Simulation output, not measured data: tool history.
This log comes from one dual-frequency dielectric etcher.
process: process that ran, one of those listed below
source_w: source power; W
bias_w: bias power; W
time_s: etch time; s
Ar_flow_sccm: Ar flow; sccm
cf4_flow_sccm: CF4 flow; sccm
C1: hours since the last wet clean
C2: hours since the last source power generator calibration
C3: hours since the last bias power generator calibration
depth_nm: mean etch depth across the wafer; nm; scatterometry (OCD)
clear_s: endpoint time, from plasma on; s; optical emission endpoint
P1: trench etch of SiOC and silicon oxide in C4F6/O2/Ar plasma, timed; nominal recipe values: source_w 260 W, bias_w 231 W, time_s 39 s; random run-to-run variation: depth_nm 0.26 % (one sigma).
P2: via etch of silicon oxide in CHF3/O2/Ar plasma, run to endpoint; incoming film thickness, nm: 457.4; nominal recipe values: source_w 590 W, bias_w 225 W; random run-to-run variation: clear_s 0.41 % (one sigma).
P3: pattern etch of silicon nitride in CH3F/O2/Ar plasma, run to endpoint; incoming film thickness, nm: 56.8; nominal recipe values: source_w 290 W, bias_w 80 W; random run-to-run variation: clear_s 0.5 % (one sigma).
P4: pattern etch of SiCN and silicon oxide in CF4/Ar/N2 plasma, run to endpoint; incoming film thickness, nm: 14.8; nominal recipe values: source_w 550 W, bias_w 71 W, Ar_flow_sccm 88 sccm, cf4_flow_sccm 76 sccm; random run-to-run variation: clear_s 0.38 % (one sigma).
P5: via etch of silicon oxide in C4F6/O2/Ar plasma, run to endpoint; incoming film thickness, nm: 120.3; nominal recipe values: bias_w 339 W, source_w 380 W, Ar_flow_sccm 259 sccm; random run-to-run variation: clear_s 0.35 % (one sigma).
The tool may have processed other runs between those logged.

Run 1, hour 5.5: process P1, source_w 260 W, bias_w 231 W, time_s 39 s; C1 158.4; C2 713; C3 2802.5. Result: depth_nm 70.725 nm.
Run 2, hour 11.3: process P3, source_w 400 W, bias_w 80 W; C1 164.2; C2 718.8; C3 2808.3. Result: clear_s 77.854 s.
Run 3, hour 16.9: process P4, source_w 550 W, bias_w 85 W, Ar_flow_sccm 88 sccm, cf4_flow_sccm 76 sccm; C1 169.8; C2 724.4; C3 2813.9. Result: clear_s 13.223 s.
Run 4, hour 19.6: process P1, source_w 260 W, bias_w 231 W, time_s 51.5 s; C1 172.5; C2 727.1; C3 2816.6. Result: depth_nm 93.719 nm.
Run 5, hour 24.3: process P1, source_w 260 W, bias_w 157 W, time_s 39 s; C1 177.2; C2 731.8; C3 2821.3. Result: depth_nm 62.752 nm.
Run 6, hour 27.7: process P3, source_w 290 W, bias_w 50 W; C1 180.6; C2 735.2; C3 2824.7. Result: clear_s 103.75 s.
Run 7, hour 31.5: process P3, source_w 290 W, bias_w 80 W; C1 184.4; C2 739; C3 2828.5. Result: clear_s 87.5 s.
Run 8, hour 35.2: process P1, source_w 260 W, bias_w 231 W, time_s 39 s; C1 188.1; C2 742.7; C3 2832.2. Result: depth_nm 70.986 nm.
Run 9, hour 40.7: process P4, source_w 550 W, bias_w 71 W, Ar_flow_sccm 66 sccm, cf4_flow_sccm 76 sccm; C1 193.6; C2 748.2; C3 2837.7. Result: clear_s 13.454 s.
Run 10, hour 43.9: process P1, source_w 260 W, bias_w 231 W, time_s 39 s; C1 196.8; C2 751.4; C3 2840.9. Result: depth_nm 71.164 nm.
Run 11, hour 46.5: process P1, source_w 160 W, bias_w 231 W, time_s 39 s; C1 199.4; C2 754; C3 2843.5. Result: depth_nm 59.375 nm.
Run 12, hour 50.2: process P1, source_w 260 W, bias_w 231 W, time_s 39 s; C1 203.1; C2 757.7; C3 2847.2. Result: depth_nm 70.989 nm.
Run 13, hour 54.4: process P4, source_w 730 W, bias_w 71 W, Ar_flow_sccm 88 sccm, cf4_flow_sccm 76 sccm; C1 207.3; C2 761.9; C3 2851.4. Result: clear_s 10.898 s.
Run 14, hour 57.2: process P1, source_w 260 W, bias_w 164 W, time_s 25 s; C1 210.1; C2 764.7; C3 2854.2. Result: depth_nm 40.654 nm.
Run 15, hour 59.8: process P5, source_w 380 W, bias_w 339 W, Ar_flow_sccm 259 sccm; C1 212.7; C2 767.3; C3 2856.8. Result: clear_s 30.075 s.
Run 16, hour 63.7: process P5, source_w 380 W, bias_w 339 W, Ar_flow_sccm 363 sccm; C1 216.6; C2 771.2; C3 2860.7. Result: clear_s 31.315 s.
Run 17, hour 69.5: process P1, source_w 260 W, bias_w 296 W, time_s 39 s; C1 222.4; C2 777; C3 2866.5. Result: depth_nm 77.877 nm.
Run 18, hour 72.3: process P2, source_w 390 W, bias_w 225 W; C1 225.2; C2 779.8; C3 2869.3. Result: clear_s 252 s.
Run 19, hour 75.8: process P4, source_w 550 W, bias_w 71 W, Ar_flow_sccm 88 sccm, cf4_flow_sccm 102 sccm; C1 228.7; C2 783.3; C3 2872.8. Result: clear_s 13.409 s.
Run 20, hour 81.6: process P5, source_w 380 W, bias_w 452 W, Ar_flow_sccm 259 sccm; C1 234.5; C2 789.1; C3 2878.6. Result: clear_s 27.113 s.
Run 21, hour 86.5: process P1, source_w 350 W, bias_w 231 W, time_s 47.5 s; C1 239.4; C2 794; C3 2883.5. Result: depth_nm 96.996 nm.
Run 22, hour 92.2: process P1, source_w 260 W, bias_w 231 W, time_s 39 s; C1 245.1; C2 799.7; C3 2889.2. Result: depth_nm 71.192 nm.
Run 23, hour 97.5: process P1, source_w 260 W, bias_w 231 W, time_s 23 s; C1 250.4; C2 805; C3 2894.5. Result: depth_nm 41.97 nm.
Run 24, hour 102.3: process P5, source_w 270 W, bias_w 339 W, Ar_flow_sccm 259 sccm; C1 255.2; C2 809.8; C3 2899.3. Result: clear_s 34.15 s.
Run 25, hour 106.3: process P2, source_w 590 W, bias_w 225 W; C1 259.2; C2 813.8; C3 2903.3. Result: clear_s 215.96 s.
Run 26, hour 110.1: process P2, source_w 590 W, bias_w 309 W; C1 263; C2 817.6; C3 2907.1. Result: clear_s 193.33 s.
Run 27, hour 114.6: process P1, source_w 260 W, bias_w 231 W, time_s 39 s; C1 267.5; C2 822.1; C3 2911.6. Result: depth_nm 71.236 nm.
Run 28, hour 118.4: process P1, source_w 350 W, bias_w 231 W, time_s 39 s; C1 271.3; C2 825.9; C3 2915.4. Result: depth_nm 79.769 nm.
Run 29, hour 122.9: process P3, source_w 290 W, bias_w 80 W; C1 275.8; C2 830.4; C3 2919.9. Result: clear_s 88.05 s.

Predict the results of run 30:
Run 30, hour 127.8: process P5, source_w 380 W, bias_w 339 W, Ar_flow_sccm 259 sccm; C1 280.7; C2 835.3; C3 2924.8. Result: clear_s ?.

Run 30 produced clear_s 30.301 s.
